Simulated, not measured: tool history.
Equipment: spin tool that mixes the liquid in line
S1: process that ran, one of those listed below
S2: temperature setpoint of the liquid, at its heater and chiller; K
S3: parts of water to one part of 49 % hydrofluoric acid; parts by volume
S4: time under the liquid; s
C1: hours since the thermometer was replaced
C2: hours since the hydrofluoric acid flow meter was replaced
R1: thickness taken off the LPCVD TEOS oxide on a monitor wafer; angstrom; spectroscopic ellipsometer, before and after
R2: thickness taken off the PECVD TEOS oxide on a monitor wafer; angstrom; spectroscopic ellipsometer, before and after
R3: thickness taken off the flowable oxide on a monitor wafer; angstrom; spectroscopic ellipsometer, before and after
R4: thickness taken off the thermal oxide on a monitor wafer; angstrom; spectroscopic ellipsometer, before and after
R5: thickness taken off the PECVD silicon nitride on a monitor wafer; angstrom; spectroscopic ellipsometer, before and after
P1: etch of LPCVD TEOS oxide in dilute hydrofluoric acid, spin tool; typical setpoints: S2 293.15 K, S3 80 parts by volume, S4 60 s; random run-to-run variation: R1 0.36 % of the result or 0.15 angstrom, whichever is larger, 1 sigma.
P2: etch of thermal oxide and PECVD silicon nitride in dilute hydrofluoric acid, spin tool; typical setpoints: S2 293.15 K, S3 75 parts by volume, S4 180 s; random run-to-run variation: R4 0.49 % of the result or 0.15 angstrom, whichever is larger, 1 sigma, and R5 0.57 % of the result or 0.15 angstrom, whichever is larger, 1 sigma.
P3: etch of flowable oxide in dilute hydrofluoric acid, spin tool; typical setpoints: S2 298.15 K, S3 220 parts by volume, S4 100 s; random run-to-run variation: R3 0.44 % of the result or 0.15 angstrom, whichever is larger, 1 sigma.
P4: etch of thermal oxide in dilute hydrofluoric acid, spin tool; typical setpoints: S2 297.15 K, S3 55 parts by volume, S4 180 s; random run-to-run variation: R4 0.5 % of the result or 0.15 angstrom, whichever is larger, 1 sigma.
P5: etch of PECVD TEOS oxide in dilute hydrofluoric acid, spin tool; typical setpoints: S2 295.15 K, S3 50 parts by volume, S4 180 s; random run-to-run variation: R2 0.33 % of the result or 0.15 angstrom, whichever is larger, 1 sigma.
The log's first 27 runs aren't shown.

{"run": 28, "day": 7.204, "S1": "P2", "S2": 293.15, "S3": 75, "S4": 180, "C1": 42.3, "C2": 616.7, "R4": 95.794, "R5": 106.54}
{"run": 29, "day": 7.442, "S1": "P2", "S2": 293.15, "S3": 25, "S4": 180, "C1": 48, "C2": 622.4, "R4": 304.31, "R5": 309.61}
{"run": 30, "day": 7.767, "S1": "P4", "S2": 290.15, "S3": 55, "S4": 180, "C1": 55.8, "C2": 630.2, "R4": 123.25}
{"run": 31, "day": 7.979, "S1": "P1", "S2": 293.15, "S3": 80, "S4": 60, "C1": 60.9, "C2": 635.3, "R1": 233.16}
{"run": 32, "day": 8.279, "S1": "P1", "S2": 293.15, "S3": 80, "S4": 60, "C1": 68.1, "C2": 642.5, "R1": 241.17}
{"run": 33, "day": 8.617, "S1": "P1", "S2": 293.15, "S3": 80, "S4": 60, "C1": 76.2, "C2": 650.6, "R1": 246.32}
{"run": 34, "day": 8.846, "S1": "P1", "S2": 293.15, "S3": 80, "S4": 60, "C1": 81.7, "C2": 656.1, "R1": 246.2}
{"run": 35, "day": 9.188, "S1": "P1", "S2": 293.15, "S3": 80, "S4": 60, "C1": 89.9, "C2": 664.3, "R1": 249.72}
{"run": 36, "day": 9.533, "S1": "P1", "S2": 293.15, "S3": 80, "S4": 60, "C1": 98.2, "C2": 672.6, "R1": 250.3}

Run 37 comes next. What will it give?
{"run": 37, "day": 9.825, "S1": "P1", "S2": 293.15, "S3": 80, "S4": 60, "C1": 105.2, "C2": 679.6, "R1": "?"}

R1: 249.91 angstrom
